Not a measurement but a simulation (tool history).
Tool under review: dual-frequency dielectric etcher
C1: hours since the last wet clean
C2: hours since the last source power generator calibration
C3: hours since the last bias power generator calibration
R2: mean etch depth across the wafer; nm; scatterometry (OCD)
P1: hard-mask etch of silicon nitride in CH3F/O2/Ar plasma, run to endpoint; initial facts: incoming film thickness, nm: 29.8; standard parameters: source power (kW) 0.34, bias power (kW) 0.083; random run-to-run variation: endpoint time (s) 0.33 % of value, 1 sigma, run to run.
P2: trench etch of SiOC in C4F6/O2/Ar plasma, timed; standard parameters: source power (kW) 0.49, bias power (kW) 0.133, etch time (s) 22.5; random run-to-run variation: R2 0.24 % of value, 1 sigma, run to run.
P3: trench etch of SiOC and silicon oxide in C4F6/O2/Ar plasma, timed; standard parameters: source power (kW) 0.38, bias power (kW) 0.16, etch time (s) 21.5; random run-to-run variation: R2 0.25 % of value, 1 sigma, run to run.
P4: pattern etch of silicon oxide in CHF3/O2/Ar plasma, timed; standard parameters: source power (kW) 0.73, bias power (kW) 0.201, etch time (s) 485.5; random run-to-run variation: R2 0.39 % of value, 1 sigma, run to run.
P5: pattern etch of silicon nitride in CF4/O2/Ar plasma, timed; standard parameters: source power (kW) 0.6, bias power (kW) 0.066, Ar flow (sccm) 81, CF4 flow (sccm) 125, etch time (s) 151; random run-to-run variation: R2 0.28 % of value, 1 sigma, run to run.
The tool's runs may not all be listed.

{"run": 1, "day": 0.342, "process that ran": "P1", "source power (kW)": 0.34, "bias power (kW)": 0.083, "C1": 266.5, "C2": 2113.4, "C3": 442.4, "endpoint time (s)": 42.826}
{"run": 2, "day": 0.625, "process that ran": "P3", "source power (kW)": 0.38, "bias power (kW)": 0.16, "etch time (s)": 21.5, "C1": 273.3, "C2": 2120.2, "C3": 449.2, "R2": 41.363}
{"run": 3, "day": 0.95, "process that ran": "P1", "source power (kW)": 0.26, "bias power (kW)": 0.062, "C1": 281.1, "C2": 2128, "C3": 457, "endpoint time (s)": 52.535}
{"run": 4, "day": 1.15, "process that ran": "P3", "source power (kW)": 0.26, "bias power (kW)": 0.16, "etch time (s)": 21.5, "C1": 285.9, "C2": 2132.8, "C3": 461.8, "R2": 35.624}
{"run": 5, "day": 1.346, "process that ran": "P1", "source power (kW)": 0.23, "bias power (kW)": 0.083, "C1": 290.6, "C2": 2137.5, "C3": 466.5, "endpoint time (s)": 49.658}
{"run": 6, "day": 1.596, "process that ran": "P3", "source power (kW)": 0.38, "bias power (kW)": 0.119, "etch time (s)": 21.5, "C1": 296.6, "C2": 2143.5, "C3": 472.5, "R2": 37.791}
{"run": 7, "day": 1.938, "process that ran": "P2", "source power (kW)": 0.49, "bias power (kW)": 0.133, "etch time (s)": 22.5, "C1": 304.8, "C2": 2151.7, "C3": 480.7, "R2": 48.081}
{"run": 8, "day": 2.271, "process that ran": "P5", "source power (kW)": 0.6, "bias power (kW)": 0.066, "etch time (s)": 151, "Ar flow (sccm)": 81, "CF4 flow (sccm)": 170, "C1": 312.8, "C2": 2159.7, "C3": 488.7, "R2": 399.01}
{"run": 9, "day": 2.492, "process that ran": "P3", "source power (kW)": 0.38, "bias power (kW)": 0.16, "etch time (s)": 12, "C1": 318.1, "C2": 2165, "C3": 494, "R2": 23.131}
{"run": 10, "day": 2.812, "process that ran": "P2", "source power (kW)": 0.49, "bias power (kW)": 0.133, "etch time (s)": 22.5, "C1": 325.8, "C2": 2172.7, "C3": 501.7, "R2": 48.207}
{"run": 11, "day": 3.033, "process that ran": "P5", "source power (kW)": 0.6, "bias power (kW)": 0.066, "etch time (s)": 111, "Ar flow (sccm)": 81, "CF4 flow (sccm)": 125, "C1": 331.1, "C2": 2178, "C3": 507, "R2": 287.04}
{"run": 12, "day": 3.304, "process that ran": "P1", "source power (kW)": 0.42, "bias power (kW)": 0.115, "C1": 337.6, "C2": 2184.5, "C3": 513.5, "endpoint time (s)": 35.351}
{"run": 13, "day": 3.458, "process that ran": "P2", "source power (kW)": 0.49, "bias power (kW)": 0.133, "etch time (s)": 32, "C1": 341.3, "C2": 2188.2, "C3": 517.2, "R2": 68.781}
{"run": 14, "day": 3.758, "process that ran": "P2", "source power (kW)": 0.35, "bias power (kW)": 0.133, "etch time (s)": 22.5, "C1": 348.5, "C2": 2195.4, "C3": 524.4, "R2": 42.157}
{"run": 15, "day": 3.954, "process that ran": "P1", "source power (kW)": 0.34, "bias power (kW)": 0.083, "C1": 353.2, "C2": 2200.1, "C3": 529.1, "endpoint time (s)": 42.963}
{"run": 16, "day": 4.154, "process that ran": "P5", "source power (kW)": 0.6, "bias power (kW)": 0.066, "etch time (s)": 151, "Ar flow (sccm)": 99, "CF4 flow (sccm)": 125, "C1": 358, "C2": 2204.9, "C3": 533.9, "R2": 381.13}
{"run": 17, "day": 4.471, "process that ran": "P5", "source power (kW)": 0.6, "bias power (kW)": 0.066, "etch time (s)": 151, "Ar flow (sccm)": 81, "CF4 flow (sccm)": 125, "C1": 365.6, "C2": 2212.5, "C3": 541.5, "R2": 390.01}
{"run": 18, "day": 4.767, "process that ran": "P1", "source power (kW)": 0.34, "bias power (kW)": 0.083, "C1": 372.7, "C2": 2219.6, "C3": 548.6, "endpoint time (s)": 42.71}
{"run": 19, "day": 5.038, "process that ran": "P4", "source power (kW)": 0.73, "bias power (kW)": 0.201, "etch time (s)": 485.5, "C1": 379.2, "C2": 2226.1, "C3": 555.1, "R2": 1045.5}
{"run": 20, "day": 5.217, "process that ran": "P1", "source power (kW)": 0.47, "bias power (kW)": 0.096, "C1": 383.5, "C2": 2230.4, "C3": 559.4, "endpoint time (s)": 35.85}
{"run": 21, "day": 5.446, "process that ran": "P1", "source power (kW)": 0.34, "bias power (kW)": 0.059, "C1": 389, "C2": 2235.9, "C3": 564.9, "endpoint time (s)": 48.146}
{"run": 22, "day": 5.721, "process that ran": "P1", "source power (kW)": 0.34, "bias power (kW)": 0.109, "C1": 395.6, "C2": 2242.5, "C3": 571.5, "endpoint time (s)": 38.63}
{"run": 23, "day": 6.025, "process that ran": "P1", "source power (kW)": 0.34, "bias power (kW)": 0.083, "C1": 402.9, "C2": 2249.8, "C3": 578.8, "endpoint time (s)": 42.88}
{"run": 24, "day": 6.304, "process that ran": "P2", "source power (kW)": 0.49, "bias power (kW)": 0.169, "etch time (s)": 22.5, "C1": 409.6, "C2": 2256.5, "C3": 585.5, "R2": 51.824}
{"run": 25, "day": 6.542, "process that ran": "P5", "source power (kW)": 0.6, "bias power (kW)": 0.066, "etch time (s)": 151, "Ar flow (sccm)": 81, "CF4 flow (sccm)": 125, "C1": 415.3, "C2": 2262.2, "C3": 591.2, "R2": 389.81}
{"run": 26, "day": 6.771, "process that ran": "P1", "source power (kW)": 0.34, "bias power (kW)": 0.083, "C1": 420.8, "C2": 2267.7, "C3": 596.7, "endpoint time (s)": 42.922}
{"run": 27, "day": 6.942, "process that ran": "P4", "source power (kW)": 1.02, "bias power (kW)": 0.201, "etch time (s)": 485.5, "C1": 424.9, "C2": 2271.8, "C3": 600.8, "R2": 1191.5}
{"run": 28, "day": 7.171, "process that ran": "P1", "source power (kW)": 0.46, "bias power (kW)": 0.083, "C1": 430.4, "C2": 2277.3, "C3": 606.3, "endpoint time (s)": 38.304}
{"run": 29, "day": 7.417, "process that ran": "P4", "source power (kW)": 0.73, "bias power (kW)": 0.269, "etch time (s)": 485.5, "C1": 436.3, "C2": 2283.2, "C3": 612.2, "R2": 1155.1}
{"run": 30, "day": 7.658, "process that ran": "P4", "source power (kW)": 0.73, "bias power (kW)": 0.201, "etch time (s)": 282, "C1": 442.1, "C2": 2289, "C3": 618, "R2": 607.38}
{"run": 31, "day": 7.938, "process that ran": "P5", "source power (kW)": 0.36, "bias power (kW)": 0.066, "etch time (s)": 151, "Ar flow (sccm)": 81, "CF4 flow (sccm)": 125, "C1": 448.8, "C2": 2295.7, "C3": 624.7, "R2": 250.56}
{"run": 32, "day": 8.183, "process that ran": "P5", "source power (kW)": 0.6, "bias power (kW)": 0.044, "etch time (s)": 151, "Ar flow (sccm)": 81, "CF4 flow (sccm)": 125, "C1": 454.7, "C2": 2301.6, "C3": 630.6, "R2": 338.54}
{"run": 33, "day": 8.342, "process that ran": "P1", "source power (kW)": 0.34, "bias power (kW)": 0.083, "C1": 458.5, "C2": 2305.4, "C3": 634.4, "endpoint time (s)": 42.668}
{"run": 34, "day": 8.529, "process that ran": "P1", "source power (kW)": 0.34, "bias power (kW)": 0.083, "C1": 463, "C2": 2309.9, "C3": 638.9, "endpoint time (s)": 42.519}
{"run": 35, "day": 8.829, "process that ran": "P1", "source power (kW)": 0.34, "bias power (kW)": 0.083, "C1": 470.2, "C2": 2317.1, "C3": 646.1, "endpoint time (s)": 43.205}
{"run": 36, "day": 9.029, "process that ran": "P1", "source power (kW)": 0.34, "bias power (kW)": 0.083, "C1": 475, "C2": 2321.9, "C3": 650.9, "endpoint time (s)": 43.266}
{"run": 37, "day": 9.325, "process that ran": "P1", "source power (kW)": 0.34, "bias power (kW)": 0.083, "C1": 482.1, "C2": 2329, "C3": 658, "endpoint time (s)": 43.32}
{"day": 9.479, "done": "wet clean of the chamber"}
{"run": 38, "day": 9.638, "process that ran": "P1", "source power (kW)": 0.34, "bias power (kW)": 0.083, "C1": 3.8, "C2": 2336.5, "C3": 665.5, "endpoint time (s)": 43.817}
{"run": 39, "day": 9.946, "process that ran": "P1", "source power (kW)": 0.34, "bias power (kW)": 0.083, "C1": 11.2, "C2": 2343.9, "C3": 672.9, "endpoint time (s)": 43.483}
{"run": 40, "day": 10.171, "process that ran": "P1", "source power (kW)": 0.34, "bias power (kW)": 0.083, "C1": 16.6, "C2": 2349.3, "C3": 678.3, "endpoint time (s)": 43.354}
{"run": 41, "day": 10.371, "process that ran": "P1", "source power (kW)": 0.34, "bias power (kW)": 0.083, "C1": 21.4, "C2": 2354.1, "C3": 683.1, "endpoint time (s)": 43.557}
{"run": 42, "day": 10.658, "process that ran": "P1", "source power (kW)": 0.34, "bias power (kW)": 0.083, "C1": 28.3, "C2": 2361, "C3": 690, "endpoint time (s)": 43.375}

What P1 gives has crept away from where it was. These 2 causes fit the log equally well, each at the size given:
A: bias power that arrives under what is set, % = 4.48
B: source power that arrives under what is set, % = 4.26
Onset of the creep was near day 8.529.
Why every other cause is out:
chamber walls in a state that lowers the etch rate, %: maintenance at day 9.479, after the shift began, did not return the process to its former output

Of the 4 check runs listed below, each run on one wafer and each result written as a question mark, which would let you distinguish the listed causes because they would give clearly different results?
{"run": "check 1", "day": 10.946, "process that ran": "P2", "source power (kW)": 0.39, "bias power (kW)": 0.133, "etch time (s)": 22.5, "R2": "?"}
{"run": "check 2", "day": 10.946, "process that ran": "P3", "source power (kW)": 0.38, "bias power (kW)": 0.122, "etch time (s)": 21.5, "R2": "?"}
{"run": "check 3", "day": 10.946, "process that ran": "P4", "source power (kW)": 0.98, "bias power (kW)": 0.264, "etch time (s)": 485.5, "R2": "?"}
{"run": "check 4", "day": 10.946, "process that ran": "P5", "source power (kW)": 0.37, "bias power (kW)": 0.047, "etch time (s)": 151, "Ar flow (sccm)": 81, "CF4 flow (sccm)": 125, "R2": "?"}

Check results expected under each cause:
check=check_1 result=R2 if_A=43.428 if_B=43.264
check=check_2 result=R2 if_A=37.663 if_B=37.508
check=check_3 result=R2 if_A=1263.9 if_B=1263.3
check=check_4 result=R2 if_A=222.38 if_B=217.6
Gap, in per cent, between the two causes that each check separates least, read from the result that separates them most: check 1 0.38 %; check 2 0.41 %; check 3 0.05 %; check 4 2.17 %
Check 4 distinguishes between the causes, while the remaining checks would return nearly the same result for all of them.

Check 4 was then run and gave: R2 221.82 nm. Which cause is it?

Of the candidate causes, it is A: bias power that arrives under what is set, %.

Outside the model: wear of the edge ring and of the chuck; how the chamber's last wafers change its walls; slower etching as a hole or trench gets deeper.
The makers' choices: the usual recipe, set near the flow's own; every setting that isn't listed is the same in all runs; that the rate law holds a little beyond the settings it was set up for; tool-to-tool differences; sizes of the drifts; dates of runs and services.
